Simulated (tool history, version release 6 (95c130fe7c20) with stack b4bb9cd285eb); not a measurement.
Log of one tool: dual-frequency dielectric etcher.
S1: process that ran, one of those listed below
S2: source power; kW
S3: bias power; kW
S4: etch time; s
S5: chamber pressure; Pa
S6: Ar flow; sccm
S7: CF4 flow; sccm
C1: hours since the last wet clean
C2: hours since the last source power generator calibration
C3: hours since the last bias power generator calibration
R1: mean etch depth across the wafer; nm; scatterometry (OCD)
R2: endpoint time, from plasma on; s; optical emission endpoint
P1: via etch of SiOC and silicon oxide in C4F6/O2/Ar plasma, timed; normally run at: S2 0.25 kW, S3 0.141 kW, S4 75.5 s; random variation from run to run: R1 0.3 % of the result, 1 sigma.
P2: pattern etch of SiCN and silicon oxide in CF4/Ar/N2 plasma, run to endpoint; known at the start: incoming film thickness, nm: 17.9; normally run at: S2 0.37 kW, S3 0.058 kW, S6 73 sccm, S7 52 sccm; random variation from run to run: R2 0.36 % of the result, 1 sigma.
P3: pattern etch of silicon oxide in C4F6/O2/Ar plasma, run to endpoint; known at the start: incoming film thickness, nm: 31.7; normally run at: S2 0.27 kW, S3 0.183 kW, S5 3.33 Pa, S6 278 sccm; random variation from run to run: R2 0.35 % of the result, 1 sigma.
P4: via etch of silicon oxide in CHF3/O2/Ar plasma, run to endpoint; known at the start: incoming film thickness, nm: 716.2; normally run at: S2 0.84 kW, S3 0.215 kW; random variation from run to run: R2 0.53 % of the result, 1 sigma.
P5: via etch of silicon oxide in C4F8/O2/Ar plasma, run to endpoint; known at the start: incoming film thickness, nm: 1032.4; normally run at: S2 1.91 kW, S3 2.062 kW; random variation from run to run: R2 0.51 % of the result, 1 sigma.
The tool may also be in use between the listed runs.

Run 1, hour 6.1: S1 P1, S2 0.25 kW, S3 0.141 kW, S4 75.5 s; C1 299.6; C2 2834.7; C3 821.4. Result: R1 67.079 nm.
Run 2, hour 10: S1 P1, S2 0.32 kW, S3 0.141 kW, S4 75.5 s; C1 303.5; C2 2838.6; C3 825.3. Result: R1 73.169 nm.
Run 3, hour 13.5: S1 P3, S2 0.34 kW, S3 0.183 kW, S5 3.33 Pa, S6 278 sccm; C1 307; C2 2842.1; C3 828.8. Result: R2 10.457 s.
Run 4, hour 17.3: S1 P4, S2 1.19 kW, S3 0.215 kW; C1 310.8; C2 2845.9; C3 832.6. Result: R2 262.03 s.
Run 5, hour 24.4: S1 P1, S2 0.25 kW, S3 0.141 kW, S4 47.5 s; C1 317.9; C2 2853; C3 839.7. Result: R1 41.992 nm.
Run 6, hour 31: S1 P5, S2 1.24 kW, S3 2.062 kW; C1 324.5; C2 2859.6; C3 846.3. Result: R2 245.07 s.
Run 7, hour 36: S1 P3, S2 0.27 kW, S3 0.183 kW, S5 3.33 Pa, S6 364 sccm; C1 329.5; C2 2864.6; C3 851.3. Result: R2 11.77 s.
Run 8, hour 42: S1 P1, S2 0.25 kW, S3 0.089 kW, S4 75.5 s; C1 335.5; C2 2870.6; C3 857.3. Result: R1 58.307 nm.
Run 9, hour 48.4: S1 P4, S2 0.84 kW, S3 0.142 kW; C1 341.9; C2 2877; C3 863.7. Result: R2 340.77 s.
Run 10, hour 55.1: S1 P1, S2 0.25 kW, S3 0.106 kW, S4 50.5 s; C1 348.6; C2 2883.7; C3 870.4. Result: R1 40.848 nm.
Run 11, hour 61.5: S1 P3, S2 0.27 kW, S3 0.183 kW, S5 3.33 Pa, S6 278 sccm; C1 355; C2 2890.1; C3 876.8. Result: R2 11.467 s.
Run 12, hour 66.6: S1 P3, S2 0.27 kW, S3 0.183 kW, S5 3.33 Pa, S6 278 sccm; C1 360.1; C2 2895.2; C3 881.9. Result: R2 11.359 s.
Run 13, hour 73.5: S1 P2, S2 0.27 kW, S3 0.058 kW, S6 73 sccm, S7 52 sccm; C1 367; C2 2902.1; C3 888.8. Result: R2 35.401 s.
Run 14, hour 80.2: S1 P1, S2 0.25 kW, S3 0.141 kW, S4 75.5 s; C1 373.7; C2 2908.8; C3 895.5. Result: R1 66.511 nm.
Run 15, hour 85.6: S1 P2, S2 0.37 kW, S3 0.058 kW, S6 73 sccm, S7 52 sccm; C1 379.1; C2 2914.2; C3 900.9. Result: R2 26.73 s.
Run 16, hour 88.8: S1 P4, S2 0.84 kW, S3 0.215 kW; C1 382.3; C2 2917.4; C3 904.1. Result: R2 296.09 s.
Run 17, hour 95.5: S1 P1, S2 0.25 kW, S3 0.188 kW, S4 75.5 s; C1 389; C2 2924.1; C3 910.8. Result: R1 73.354 nm.
Run 18, hour 101.6: S1 P3, S2 0.27 kW, S3 0.183 kW, S5 4.33 Pa, S6 278 sccm; C1 395.1; C2 2930.2; C3 916.9. Result: R2 11.75 s.
Run 19, hour 108.7: S1 P3, S2 0.27 kW, S3 0.137 kW, S5 3.33 Pa, S6 278 sccm; C1 402.2; C2 2937.3; C3 924. Result: R2 12.536 s.
Run 20, hour 113.6: S1 P1, S2 0.25 kW, S3 0.141 kW, S4 75.5 s; C1 407.1; C2 2942.2; C3 928.9. Result: R1 66.792 nm.
Run 21, hour 117.4: S1 P1, S2 0.25 kW, S3 0.141 kW, S4 75.5 s; C1 410.9; C2 2946; C3 932.7. Result: R1 66.734 nm.
At hour 120.1: source power generator calibrated.
Run 22, hour 124.4: S1 P2, S2 0.37 kW, S3 0.058 kW, S6 73 sccm, S7 73 sccm; C1 417.9; C2 4.3; C3 939.7. Result: R2 25.257 s.
Run 23, hour 128.8: S1 P2, S2 0.37 kW, S3 0.058 kW, S6 100 sccm, S7 52 sccm; C1 422.3; C2 8.7; C3 944.1. Result: R2 27.922 s.
Run 24, hour 132.1: S1 P1, S2 0.25 kW, S3 0.141 kW, S4 101.5 s; C1 425.6; C2 12; C3 947.4. Result: R1 89.611 nm.
Run 25, hour 136.1: S1 P1, S2 0.16 kW, S3 0.141 kW, S4 75.5 s; C1 429.6; C2 16; C3 951.4. Result: R1 56.1 nm.
Run 26, hour 139.8: S1 P1, S2 0.25 kW, S3 0.141 kW, S4 75.5 s; C1 433.3; C2 19.7; C3 955.1. Result: R1 66.88 nm.
Run 27, hour 143.7: S1 P2, S2 0.37 kW, S3 0.04 kW, S6 73 sccm, S7 52 sccm; C1 437.2; C2 23.6; C3 959. Result: R2 30.056 s.
Run 28, hour 147.6: S1 P1, S2 0.25 kW, S3 0.141 kW, S4 75.5 s; C1 441.1; C2 27.5; C3 962.9. Result: R1 66.731 nm.
Run 29, hour 152.6: S1 P5, S2 1.91 kW, S3 2.062 kW; C1 446.1; C2 32.5; C3 967.9. Result: R2 207.2 s.

The next listed run, before its measurement:
Run 30, hour 156.2: S1 P5, S2 1.91 kW, S3 1.203 kW; C1 449.7; C2 36.1; C3 971.5. Result: R2 ?.

Run 30 gave R2 241.05 s.
